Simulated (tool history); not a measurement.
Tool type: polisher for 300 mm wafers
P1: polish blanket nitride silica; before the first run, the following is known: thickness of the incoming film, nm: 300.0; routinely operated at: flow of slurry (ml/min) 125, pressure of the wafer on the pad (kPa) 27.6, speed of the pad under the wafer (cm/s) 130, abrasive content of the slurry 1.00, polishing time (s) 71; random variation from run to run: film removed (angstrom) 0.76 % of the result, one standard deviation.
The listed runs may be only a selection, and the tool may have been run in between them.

run,hour,flow of slurry (ml/min),pressure of the wafer on the pad (kPa),speed of the pad under the wafer (cm/s),abrasive content of the slurry,polishing time (s),film removed (angstrom)
1,6.3,125,27.6,130,1.00,71,679.15
2,9.8,125,42.1,130,1.00,71,1034.10
3,15.7,125,27.6,130,1.00,71,674.20
4,19.4,125,27.6,92,1.00,71,514.40
5,26.1,125,27.6,130,0.55,71,490.36
6,31.0,125,27.6,130,1.25,71,746.18
7,35.1,125,27.6,130,1.00,71,679.73
8,41.3,80,27.6,130,1.00,71,611.97
9,45.5,180,27.6,130,1.00,71,725.10
# hour 50.9: slurry nozzle cleaned
10,51.8,125,27.6,130,1.00,109,1040.10
11,56.9,125,27.6,200,1.00,71,961.53
12,60.0,75,27.6,130,1.30,71,666.65
13,65.0,125,17.9,172,1.00,71,560.79
# hour 66.8: head pressure recalibrated
14,68.5,125,14.5,130,1.00,71,357.97
15,72.5,125,27.6,130,1.00,33,316.52

What will run 16 give?
# hour 74.8: conditioning disc replaced and pad reconditioned
16,78.9,165,27.6,82,1.00,71,?

Logged for run 16: film removed (angstrom) 498.43.
